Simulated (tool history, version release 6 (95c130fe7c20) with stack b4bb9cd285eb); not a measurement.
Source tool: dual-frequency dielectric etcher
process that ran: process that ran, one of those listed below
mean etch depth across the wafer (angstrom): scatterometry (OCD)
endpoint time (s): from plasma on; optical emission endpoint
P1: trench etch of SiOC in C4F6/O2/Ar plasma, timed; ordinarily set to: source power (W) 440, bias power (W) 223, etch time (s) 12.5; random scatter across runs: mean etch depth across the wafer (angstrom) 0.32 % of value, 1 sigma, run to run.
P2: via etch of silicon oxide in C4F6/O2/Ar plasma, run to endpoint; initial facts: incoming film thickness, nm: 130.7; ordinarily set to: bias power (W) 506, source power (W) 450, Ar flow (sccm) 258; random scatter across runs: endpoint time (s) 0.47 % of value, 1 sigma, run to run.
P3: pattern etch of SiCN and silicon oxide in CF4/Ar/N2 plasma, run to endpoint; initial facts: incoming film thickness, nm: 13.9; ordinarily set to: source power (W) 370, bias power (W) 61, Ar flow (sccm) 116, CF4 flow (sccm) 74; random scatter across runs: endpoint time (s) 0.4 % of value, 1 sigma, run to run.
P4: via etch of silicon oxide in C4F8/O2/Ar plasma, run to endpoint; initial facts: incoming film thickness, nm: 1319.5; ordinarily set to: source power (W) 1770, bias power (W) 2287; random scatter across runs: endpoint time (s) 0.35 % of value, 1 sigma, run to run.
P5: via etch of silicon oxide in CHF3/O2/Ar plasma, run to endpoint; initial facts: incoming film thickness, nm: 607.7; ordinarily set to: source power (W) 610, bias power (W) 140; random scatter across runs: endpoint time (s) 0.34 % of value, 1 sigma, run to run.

| run | day | process that ran | source power (W) | bias power (W) | etch time (s) | Ar flow (sccm) | CF4 flow (sccm) | mean etch depth across the wafer (angstrom) | endpoint time (s) |
|---|---|---|---|---|---|---|---|---|---|
| 1 | 0.438 | P1 | 440 | 223 | 12.5 |  |  | 299.06 |  |
| 2 | 0.854 | P1 | 440 | 223 | 12.5 |  |  | 301.46 |  |
| 3 | 1.329 | P4 | 1300 | 2287 |  |  |  |  | 295.950 |
| 4 | 2.038 | P1 | 440 | 304 | 12.5 |  |  | 334.36 |  |
| 5 | 2.629 | P1 | 440 | 223 | 7.0 |  |  | 168.18 |  |
| 6 | 3.217 | P2 | 280 | 506 |  | 258 |  |  | 32.331 |
| 7 | 3.546 | P1 | 440 | 223 | 17.0 |  |  | 407.46 |  |
| 8 | 3.950 | P1 | 600 | 223 | 12.5 |  |  | 339.98 |  |
| 9 | 4.371 | P1 | 560 | 278 | 12.5 |  |  | 351.91 |  |
| 10 | 4.875 | P1 | 440 | 223 | 12.5 |  |  | 300.06 |  |
| 11 | 5.312 | P3 | 370 | 61 |  | 116 | 74 |  | 20.706 |
| 12 | 5.879 | P1 | 340 | 291 | 12.5 |  |  | 299.32 |  |
| 13 | 6.467 | P4 | 1770 | 2287 |  |  |  |  | 262.770 |
| 14 | 7.108 | P4 | 1770 | 1785 |  |  |  |  | 283.180 |
| 15 | 7.521 | P1 | 440 | 223 | 12.5 |  |  | 299.17 |  |
| 16 | 8.212 | P2 | 450 | 506 |  | 326 |  |  | 27.482 |
| 17 | 8.550 | P3 | 370 | 48 |  | 116 | 74 |  | 22.374 |
| 18 | 8.883 | P2 | 450 | 341 |  | 258 |  |  | 31.117 |
| 19 | 9.283 | P4 | 1770 | 2287 |  |  |  |  | 263.160 |
| 20 | 9.875 | P1 | 440 | 223 | 12.5 |  |  | 300.44 |  |
| 21 | 10.362 | P1 | 440 | 223 | 12.5 |  |  | 299.23 |  |
| 22 | 10.754 | P3 | 370 | 61 |  | 116 | 101 |  | 19.677 |
| 23 | 11.088 | P3 | 480 | 61 |  | 116 | 74 |  | 16.278 |
| 24 | 11.629 | P3 | 370 | 61 |  | 74 | 74 |  | 19.253 |
| 25 | 11.967 | P5 | 610 | 99 |  |  |  |  | 365.150 |
| 26 | 12.317 | P1 | 290 | 223 | 12.5 |  |  | 256.78 |  |
| 27 | 12.925 | P2 | 450 | 506 |  | 258 |  |  | 27.270 |
| 28 | 13.612 | P1 | 440 | 149 | 12.5 |  |  | 264.25 |  |
| 29 | 14.279 | P5 | 430 | 140 |  |  |  |  | 380.660 |
| 30 | 14.883 | P5 | 610 | 140 |  |  |  |  | 330.150 |
| 31 | 15.442 | P1 | 440 | 223 | 12.5 |  |  | 300.37 |  |
| 32 | 15.879 | P1 | 440 | 223 | 12.5 |  |  | 300.15 |  |
| 33 | 16.479 | P1 | 440 | 223 | 12.5 |  |  | 297.41 |  |
| 34 | 16.896 | P1 | 440 | 223 | 12.5 |  |  | 295.69 |  |
| 35 | 17.354 | P1 | 440 | 223 | 12.5 |  |  | 296.66 |  |
|  | 17.421 | wet clean of the chamber |
| 36 | 17.929 | P1 | 440 | 223 | 12.5 |  |  | 296.19 |  |
| 37 | 18.304 | P1 | 440 | 223 | 12.5 |  |  | 296.67 |  |
| 38 | 18.979 | P1 | 440 | 223 | 12.5 |  |  | 295.11 |  |

What does the tool deliver on the next run?
| 39 | 19.529 | P1 | 440 | 223 | 12.5 |  |  | ? |  |

{"run 39": {"mean etch depth across the wafer (angstrom)": 295.32}}

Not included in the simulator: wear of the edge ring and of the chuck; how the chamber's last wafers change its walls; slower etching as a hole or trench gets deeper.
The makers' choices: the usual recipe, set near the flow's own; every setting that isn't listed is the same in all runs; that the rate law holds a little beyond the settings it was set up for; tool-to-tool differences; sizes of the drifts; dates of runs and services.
